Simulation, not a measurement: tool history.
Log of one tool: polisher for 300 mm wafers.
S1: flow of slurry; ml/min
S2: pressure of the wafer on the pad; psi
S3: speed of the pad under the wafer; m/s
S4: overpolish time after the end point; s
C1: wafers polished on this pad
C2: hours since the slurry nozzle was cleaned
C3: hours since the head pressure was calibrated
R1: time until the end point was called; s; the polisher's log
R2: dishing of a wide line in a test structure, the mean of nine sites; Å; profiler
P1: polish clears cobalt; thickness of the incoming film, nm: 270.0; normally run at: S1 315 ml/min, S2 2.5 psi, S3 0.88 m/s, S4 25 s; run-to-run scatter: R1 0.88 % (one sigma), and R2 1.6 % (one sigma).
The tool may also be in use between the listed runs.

run	hour	S1	S2	S3	S4	C1	C2	C3	R1	R2
1	12.8	315	2.5	0.88	25	538	380.3	80.2	42.441	486.25
2	30.6	315	3.8	0.88	25	700	398.1	98.0	27.709	502.13
3	38.8	315	2.5	0.88	25	774	406.3	106.2	42.667	479.14
4	50.1	315	2.5	0.44	25	877	417.6	117.5	85.797	416.54
5	67.7	440	2.5	0.88	25	1036	435.2	135.1	40.768	496.41
6	83.4	315	1.6	0.88	25	1179	450.9	150.8	65.306	437.44
7	92.5	190	2.5	0.88	25	1262	460.0	159.9	44.946	486.08
8	104.7	315	3.8	0.88	8	1372	472.2	172.1	28.196	399.02
9	119.6	315	2.5	0.88	25	1508	487.1	187.0	42.126	496.19
10	132.9	315	2.5	0.88	46	1629	500.4	200.3	42.479	519.16
11	146.1	315	2.5	0.88	8	1748	513.6	213.5	42.466	336.05
12	160.3	315	2.5	1.38	25	1877	527.8	227.7	26.957	507.74
13	173.7	315	2.5	0.88	25	1999	541.2	241.1	42.185	488.49
14	187.0	315	3.8	0.88	43	2120	554.5	254.4	28.022	507.10
15	201.8	315	2.5	0.88	25	2254	569.3	269.2	41.617	498.48
16	216.2	315	2.5	0.88	25	2385	583.7	283.6	43.031	490.92
17	228.6	315	2.5	0.88	25	2498	596.1	296.0	43.127	483.71
18	244.0	315	2.5	0.88	25	2637	611.5	311.4	43.426	487.42
19	261.2	315	2.5	0.88	25	2794	628.7	328.6	43.778	496.81
20	277.3	315	2.5	0.88	25	2940	644.8	344.7	44.552	483.66
# hour 284.3: head pressure recalibrated
21	287.4	315	2.5	0.88	25	3031	654.9	3.1	44.323	488.90
22	300.7	315	2.5	0.88	25	3152	668.2	16.4	44.145	480.82
23	318.0	315	2.5	0.88	25	3309	685.5	33.7	44.851	490.02
24	326.6	315	2.5	0.88	25	3387	694.1	42.3	43.960	484.41
25	342.9	315	2.5	0.88	25	3535	710.4	58.6	44.764	487.98

What P1 gives has crept away from where it was. These 2 causes fit the log equally well, each at the size given:
A: removal rate lost through wear of the pad, % = 4.76
B: slurry flow missing at the pad, % = 36.6
The creep began at about hour 201.8.
Why every other cause is out:
head's pressure below its setpoint, %: serviced at hour 284.3, which brought nothing back

4 check runs are offered, each on 5 wafers whose results are averaged, their results left as question marks. Which one tells the causes apart?
check 1	359.2	190	2.5	0.88	40				?	?
check 2	359.2	315	2.5	1.34	35				?	?
check 3	359.2	315	3.4	0.88	25				?	?
check 4	359.2	315	2.5	1.18	25				?	?

What each check would give under each cause:
check	result	if A	if B
check 1	R1	46.989	48.402
check 1	R2	508.36	507.64
check 2	R1	29.193	29.193
check 2	R2	510.14	510.14
check 3	R1	32.686	32.686
check 3	R2	503.58	503.58
check 4	R1	33.151	33.151
check 4	R2	503.17	503.18
How far apart the two closest causes lie, in the result that separates them most: check 1 2.96 %; check 2 0 %; check 3 0 %; check 4 0 %
Only check 1 tells the causes apart: in the others they would give nearly the same result.

Check 1 was then run and gave: R1 48.429 s; R2 516.63 Å. Which cause is it?

It is B: slurry flow missing at the pad, %.
